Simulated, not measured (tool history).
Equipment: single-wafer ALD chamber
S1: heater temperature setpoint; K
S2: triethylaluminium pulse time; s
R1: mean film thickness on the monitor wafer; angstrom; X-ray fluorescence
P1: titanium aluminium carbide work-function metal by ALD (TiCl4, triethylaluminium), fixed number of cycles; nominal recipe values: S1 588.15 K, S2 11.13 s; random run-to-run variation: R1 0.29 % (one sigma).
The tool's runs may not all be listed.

{"run": 1, "hour": 3.2, "S1": 588.15, "S2": 11.13, "R1": 21.719}
{"run": 2, "hour": 9.8, "S1": 575.15, "S2": 5.26, "R1": 17.484}
{"run": 3, "hour": 15.8, "S1": 588.15, "S2": 17.6, "R1": 22.145}
{"run": 4, "hour": 20.0, "S1": 609.15, "S2": 11.13, "R1": 23.572}
{"hour": 23.0, "done": "thermocouple changed; heater temperature recalibrated"}
{"run": 5, "hour": 24.8, "S1": 588.15, "S2": 11.13, "R1": 21.672}
{"run": 6, "hour": 31.7, "S1": 588.15, "S2": 11.13, "R1": 21.607}
{"run": 7, "hour": 37.6, "S1": 588.15, "S2": 11.13, "R1": 21.762}
{"run": 8, "hour": 44.6, "S1": 600.15, "S2": 15.12, "R1": 23.061}
{"run": 9, "hour": 50.2, "S1": 588.15, "S2": 11.13, "R1": 21.589}
{"run": 10, "hour": 55.5, "S1": 588.15, "S2": 6.41, "R1": 19.69}
{"run": 11, "hour": 60.0, "S1": 565.15, "S2": 11.13, "R1": 19.548}
{"run": 12, "hour": 65.1, "S1": 588.15, "S2": 11.13, "R1": 21.602}
{"run": 13, "hour": 70.9, "S1": 588.15, "S2": 11.13, "R1": 21.559}
{"run": 14, "hour": 77.2, "S1": 588.15, "S2": 11.13, "R1": 21.359}
{"run": 15, "hour": 83.2, "S1": 588.15, "S2": 11.13, "R1": 21.373}
{"run": 16, "hour": 89.3, "S1": 588.15, "S2": 11.13, "R1": 21.392}
{"run": 17, "hour": 95.9, "S1": 588.15, "S2": 11.13, "R1": 21.361}
{"run": 18, "hour": 101.2, "S1": 588.15, "S2": 11.13, "R1": 21.354}
{"run": 19, "hour": 107.7, "S1": 588.15, "S2": 11.13, "R1": 21.293}
{"run": 20, "hour": 112.6, "S1": 588.15, "S2": 11.13, "R1": 21.355}
{"run": 21, "hour": 116.9, "S1": 588.15, "S2": 11.13, "R1": 21.396}
{"run": 22, "hour": 122.1, "S1": 588.15, "S2": 11.13, "R1": 21.409}
{"run": 23, "hour": 125.5, "S1": 588.15, "S2": 11.13, "R1": 21.276}

The log shows P1 creeping away from where it was. Any of the 2 causes listed here, at the size stated for it, fits the log just as well as the others:
A: triethylaluminium dose below that of a fresh bottle (%) = 13.4
B: wafer temperature below the value expected at the setpoint (K) = 3.59
At approximately hour 65.1, the process output began to creep.

Below are 4 check runs, each on a single wafer, with their results shown as question marks. Which of them would tell the listed causes apart, meaning the causes would give clearly different results under it?
{"run": "check 1", "hour": 128.9, "S1": 570.15, "S2": 11.13, "R1": "?"}
{"run": "check 2", "hour": 128.9, "S1": 574.15, "S2": 6.92, "R1": "?"}
{"run": "check 3", "hour": 128.9, "S1": 578.15, "S2": 11.13, "R1": "?"}
{"run": "check 4", "hour": 128.9, "S1": 599.15, "S2": 11.13, "R1": "?"}

What each check would give under each cause:
check=check_1 result=R1 if_A=19.749 if_B=19.730
check=check_2 result=R1 if_A=18.207 if_B=18.636
check=check_3 result=R1 if_A=20.445 if_B=20.435
check=check_4 result=R1 if_A=22.293 if_B=22.305
Separation of the two closest causes in each check, using whichever result separates them best: check 1 0.09 %; check 2 2.33 %; check 3 0.05 %; check 4 0.06 %
Check 2 tells the causes apart: in the others they would give nearly the same result.

Then check 2 was run and gave: R1 18.617 angstrom. Which cause is it?

It was cause B: wafer temperature below the value expected at the setpoint (K).

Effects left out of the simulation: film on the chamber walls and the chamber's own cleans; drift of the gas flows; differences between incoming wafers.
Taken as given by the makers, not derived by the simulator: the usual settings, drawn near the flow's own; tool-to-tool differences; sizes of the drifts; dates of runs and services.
